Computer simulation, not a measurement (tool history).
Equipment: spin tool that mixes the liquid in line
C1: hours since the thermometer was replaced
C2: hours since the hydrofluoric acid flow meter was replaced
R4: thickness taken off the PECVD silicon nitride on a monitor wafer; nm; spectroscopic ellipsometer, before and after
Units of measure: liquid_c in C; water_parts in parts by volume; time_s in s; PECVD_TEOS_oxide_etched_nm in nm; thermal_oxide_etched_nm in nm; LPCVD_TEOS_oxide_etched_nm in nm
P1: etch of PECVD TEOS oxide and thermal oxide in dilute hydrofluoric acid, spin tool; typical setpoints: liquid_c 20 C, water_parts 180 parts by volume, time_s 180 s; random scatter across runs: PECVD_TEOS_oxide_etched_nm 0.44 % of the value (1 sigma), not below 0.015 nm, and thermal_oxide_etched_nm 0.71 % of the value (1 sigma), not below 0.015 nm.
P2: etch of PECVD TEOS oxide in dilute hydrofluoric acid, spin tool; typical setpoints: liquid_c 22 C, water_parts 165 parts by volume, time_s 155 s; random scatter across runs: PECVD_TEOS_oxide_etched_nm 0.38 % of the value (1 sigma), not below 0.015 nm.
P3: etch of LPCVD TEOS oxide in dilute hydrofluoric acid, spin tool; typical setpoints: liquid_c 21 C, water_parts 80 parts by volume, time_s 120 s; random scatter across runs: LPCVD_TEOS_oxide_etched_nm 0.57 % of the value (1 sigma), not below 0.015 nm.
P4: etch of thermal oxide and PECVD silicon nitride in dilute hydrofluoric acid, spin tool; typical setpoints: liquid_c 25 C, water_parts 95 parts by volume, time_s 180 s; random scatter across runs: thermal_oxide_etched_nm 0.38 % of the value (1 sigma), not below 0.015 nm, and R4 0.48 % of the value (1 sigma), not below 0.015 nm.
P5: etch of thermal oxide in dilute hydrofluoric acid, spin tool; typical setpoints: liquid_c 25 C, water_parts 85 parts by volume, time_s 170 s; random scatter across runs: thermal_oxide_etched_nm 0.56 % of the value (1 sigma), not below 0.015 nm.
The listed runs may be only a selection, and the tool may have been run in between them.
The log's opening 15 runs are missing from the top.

run 16 hour=99.4 | process=P2 liquid_c=17 water_parts=165 time_s=155 | C1=829.7 C2=1219.1 | PECVD_TEOS_oxide_etched_nm=5.908
run 17 hour=106 | process=P1 liquid_c=20 water_parts=100 time_s=180 | C1=836.3 C2=1225.7 | PECVD_TEOS_oxide_etched_nm=43.253 thermal_oxide_etched_nm=7.2926
run 18 hour=112.9 | process=P3 liquid_c=21 water_parts=80 time_s=120 | C1=843.2 C2=1232.6 | LPCVD_TEOS_oxide_etched_nm=43.822
run 19 hour=121.7 | process=P1 liquid_c=20 water_parts=180 time_s=180 | C1=852 C2=1241.4 | PECVD_TEOS_oxide_etched_nm=22.046 thermal_oxide_etched_nm=3.649
run 20 hour=129.5 | process=P4 liquid_c=30 water_parts=95 time_s=180 | C1=859.8 C2=1249.2 | thermal_oxide_etched_nm=10.79 R4=12.478
run 21 hour=136.3 | process=P1 liquid_c=20 water_parts=180 time_s=95 | C1=866.6 C2=1256 | PECVD_TEOS_oxide_etched_nm=11.626 thermal_oxide_etched_nm=2.0063
run 22 hour=144 | process=P4 liquid_c=25 water_parts=175 time_s=180 | C1=874.3 C2=1263.7 | thermal_oxide_etched_nm=4.39 R4=4.9631
run 23 hour=149.3 | process=P1 liquid_c=20 water_parts=180 time_s=180 | C1=879.6 C2=1269 | PECVD_TEOS_oxide_etched_nm=22.044 thermal_oxide_etched_nm=3.6846
run 24 hour=156 | process=P1 liquid_c=20 water_parts=180 time_s=180 | C1=886.3 C2=1275.7 | PECVD_TEOS_oxide_etched_nm=21.898 thermal_oxide_etched_nm=3.7136
-- hour=159.1 hydrofluoric acid flow meter replaced
run 25 hour=162.7 | process=P4 liquid_c=25 water_parts=95 time_s=180 | C1=893 C2=3.7 | thermal_oxide_etched_nm=8.9659 R4=9.089
run 26 hour=171.5 | process=P5 liquid_c=25 water_parts=115 time_s=170 | C1=901.8 C2=12.5 | thermal_oxide_etched_nm=7.8063
run 27 hour=177 | process=P2 liquid_c=22 water_parts=70 time_s=155 | C1=907.3 C2=18 | PECVD_TEOS_oxide_etched_nm=18.873
run 28 hour=181.5 | process=P1 liquid_c=20 water_parts=285 time_s=180 | C1=911.8 C2=22.5 | PECVD_TEOS_oxide_etched_nm=12.616 thermal_oxide_etched_nm=2.1424
run 29 hour=189.3 | process=P1 liquid_c=20 water_parts=180 time_s=180 | C1=919.6 C2=30.3 | PECVD_TEOS_oxide_etched_nm=21.903 thermal_oxide_etched_nm=3.7278
run 30 hour=197.3 | process=P5 liquid_c=25 water_parts=85 time_s=170 | C1=927.6 C2=38.3 | thermal_oxide_etched_nm=10.955
run 31 hour=206.5 | process=P4 liquid_c=25 water_parts=95 time_s=50 | C1=936.8 C2=47.5 | thermal_oxide_etched_nm=2.4522 R4=2.5211
run 32 hour=212.5 | process=P3 liquid_c=28 water_parts=80 time_s=120 | C1=942.8 C2=53.5 | LPCVD_TEOS_oxide_etched_nm=57.942
run 33 hour=221.1 | process=P1 liquid_c=20 water_parts=180 time_s=180 | C1=951.4 C2=62.1 | PECVD_TEOS_oxide_etched_nm=22.097 thermal_oxide_etched_nm=3.6804
run 34 hour=228.5 | process=P1 liquid_c=20 water_parts=180 time_s=180 | C1=958.8 C2=69.5 | PECVD_TEOS_oxide_etched_nm=23.063 thermal_oxide_etched_nm=3.8438

Run 35 is up next; what results do you expect?
run 35 hour=232.9 | process=P1 liquid_c=20 water_parts=180 time_s=180 | C1=963.2 C2=73.9 | PECVD_TEOS_oxide_etched_nm=? thermal_oxide_etched_nm=?

{"run 35": {"PECVD_TEOS_oxide_etched_nm": 23.363, "thermal_oxide_etched_nm": 3.9056}}
